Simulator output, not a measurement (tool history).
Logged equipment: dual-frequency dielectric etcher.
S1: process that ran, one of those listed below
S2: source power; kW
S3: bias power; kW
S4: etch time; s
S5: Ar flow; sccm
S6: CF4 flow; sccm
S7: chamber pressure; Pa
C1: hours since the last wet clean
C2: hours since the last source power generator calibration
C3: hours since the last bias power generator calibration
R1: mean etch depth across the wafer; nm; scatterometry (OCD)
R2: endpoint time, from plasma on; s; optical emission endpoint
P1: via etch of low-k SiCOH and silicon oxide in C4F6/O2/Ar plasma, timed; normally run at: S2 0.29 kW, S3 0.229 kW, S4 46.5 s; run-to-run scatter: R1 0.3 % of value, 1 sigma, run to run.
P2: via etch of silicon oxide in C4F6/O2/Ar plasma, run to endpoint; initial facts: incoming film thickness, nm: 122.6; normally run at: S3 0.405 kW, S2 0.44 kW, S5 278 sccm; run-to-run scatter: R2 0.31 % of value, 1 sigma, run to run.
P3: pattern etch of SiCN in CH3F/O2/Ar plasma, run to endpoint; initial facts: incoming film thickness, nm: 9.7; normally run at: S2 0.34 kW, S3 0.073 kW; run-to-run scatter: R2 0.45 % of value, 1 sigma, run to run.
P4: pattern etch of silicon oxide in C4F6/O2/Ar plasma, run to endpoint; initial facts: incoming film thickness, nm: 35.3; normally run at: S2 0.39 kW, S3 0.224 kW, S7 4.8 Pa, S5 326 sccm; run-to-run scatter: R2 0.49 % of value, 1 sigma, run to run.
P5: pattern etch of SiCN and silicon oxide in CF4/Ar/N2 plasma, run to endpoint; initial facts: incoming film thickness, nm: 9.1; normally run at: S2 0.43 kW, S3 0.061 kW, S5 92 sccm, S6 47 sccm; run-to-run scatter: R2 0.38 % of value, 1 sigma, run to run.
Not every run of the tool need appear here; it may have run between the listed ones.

run,hour,S1,S2,S3,S4,S5,S6,S7,C1,C2,C3,R1,R2
1,6.7,P1,0.29,0.229,46.5,,,,218.2,802.4,2028.9,118.03,
2,12.8,P5,0.43,0.061,,92,47,,224.3,808.5,2035,,12.143
3,18.5,P1,0.29,0.229,46.5,,,,230,814.2,2040.7,118.36,
4,24.8,P4,0.26,0.224,,326,,4.8,236.3,820.5,2047,,12.732
5,35.2,P5,0.43,0.061,,92,47,,246.7,830.9,2057.4,,12.181
6,46.6,P4,0.39,0.224,,326,,4.8,258.1,842.3,2068.8,,10.898
7,54.6,P1,0.29,0.137,46.5,,,,266.1,850.3,2076.8,99.792,
8,60.7,P1,0.38,0.229,58.5,,,,272.2,856.4,2082.9,165.64,
9,71.8,P1,0.29,0.229,46.5,,,,283.3,867.5,2094,118.17,
10,83.7,P5,0.43,0.061,,92,38,,295.2,879.4,2105.9,,12.599
11,89.7,P2,0.44,0.405,,364,,,301.2,885.4,2111.9,,29.013
12,101.4,P5,0.43,0.042,,92,47,,312.9,897.1,2123.6,,13.623
13,108.8,P1,0.4,0.229,46.5,,,,320.3,904.5,2131,133.83,
14,115.6,P3,0.25,0.073,,,,,327.1,911.3,2137.8,,31.645
# hour 127.5: bias power generator calibrated
15,127.8,P4,0.39,0.224,,326,,3.53,339.3,923.5,0.4,,10.595
16,137,P1,0.29,0.229,46.5,,,,348.5,932.7,9.6,118.1,
17,145.6,P4,0.39,0.224,,326,,4.8,357.1,941.3,18.2,,10.865
18,152.9,P5,0.43,0.061,,111,47,,364.4,948.6,25.5,,12.483
19,160.6,P2,0.44,0.405,,278,,,372.1,956.3,33.2,,28.16
20,171.4,P1,0.29,0.229,35,,,,382.9,967.1,44,88.959,
21,179.2,P1,0.29,0.31,46.5,,,,390.7,974.9,51.8,131.59,
22,190.9,P4,0.39,0.224,,430,,4.8,402.4,986.6,63.5,,11.176
23,202.2,P5,0.27,0.061,,92,47,,413.7,997.9,74.8,,18.241
24,213.8,P1,0.29,0.229,61,,,,425.3,1009.5,86.4,155.75,
25,219.5,P3,0.34,0.1,,,,,431,1015.2,92.1,,25.148
26,228.2,P1,0.29,0.229,46.5,,,,439.7,1023.9,100.8,118.64,
27,236.9,P1,0.17,0.229,46.5,,,,448.4,1032.6,109.5,96.676,
28,243.2,P4,0.39,0.165,,326,,4.8,454.7,1038.9,115.8,,12.082
29,249.8,P3,0.34,0.073,,,,,461.3,1045.5,122.4,,28.16
30,255.3,P2,0.29,0.405,,278,,,466.8,1051,127.9,,32.905
31,262.1,P2,0.44,0.564,,278,,,473.6,1057.8,134.7,,24.997
32,268.2,P1,0.29,0.229,46.5,,,,479.7,1063.9,140.8,118.06,
33,277.1,P1,0.29,0.229,46.5,,,,488.6,1072.8,149.7,118.26,
34,286.8,P1,0.29,0.229,46.5,,,,498.3,1082.5,159.4,116.95,
# hour 295.3: wet clean of the chamber
35,298.1,P1,0.29,0.229,46.5,,,,2.8,1093.8,170.7,117.04,
36,308.6,P1,0.29,0.229,46.5,,,,13.3,1104.3,181.2,116.51,
37,319.7,P1,0.29,0.229,46.5,,,,24.4,1115.4,192.3,116.91,
38,327.2,P1,0.29,0.229,46.5,,,,31.9,1122.9,199.8,116.79,

Compared with where it was, what P1 gives has crept away. Each cause listed below fits the log as well as the rest, at the size given for it:
A: bias power that arrives under what is set, % = 4.35
B: source power that arrives under what is set, % = 3.86
The creep began at about hour 268.2.
Other possible causes, and why each is ruled out:
chamber walls in a state that lowers the etch rate, %: serviced at hour 295.3, after the drift had started, without restoring the earlier output

Below are 4 check runs, each averaged over 2 wafers, with their results shown as question marks. Which of them would give clearly different results depending on which cause is behind the drift?
check 1,334.7,P2,0.35,0.405,,347,,,,,,,?
check 2,334.7,P3,0.29,0.093,,,,,,,,,?
check 3,334.7,P5,0.32,0.045,,92,47,,,,,,?
check 4,334.7,P4,0.27,0.224,,326,,4.8,,,,,?

Predicted outcomes, by check and by cause:
check,result,if A,if B
check 1,R2,31.873,31.824
check 2,R2,27.794,27.729
check 3,R2,17.698,18.061
check 4,R2,12.731,12.731
Minimum pairwise separation of causes per check, each pair taken at its best-separating result: check 1 0.16 %; check 2 0.23 %; check 3 2.03 %; check 4 0 %
Only in check 3 would the causes give clearly different results; in the remaining checks their results would be nearly the same.

With check 3 done, the readings were: R2 17.643 s. Identify which of the listed causes applies.

Of the candidate causes, it is A: bias power that arrives under what is set, %.
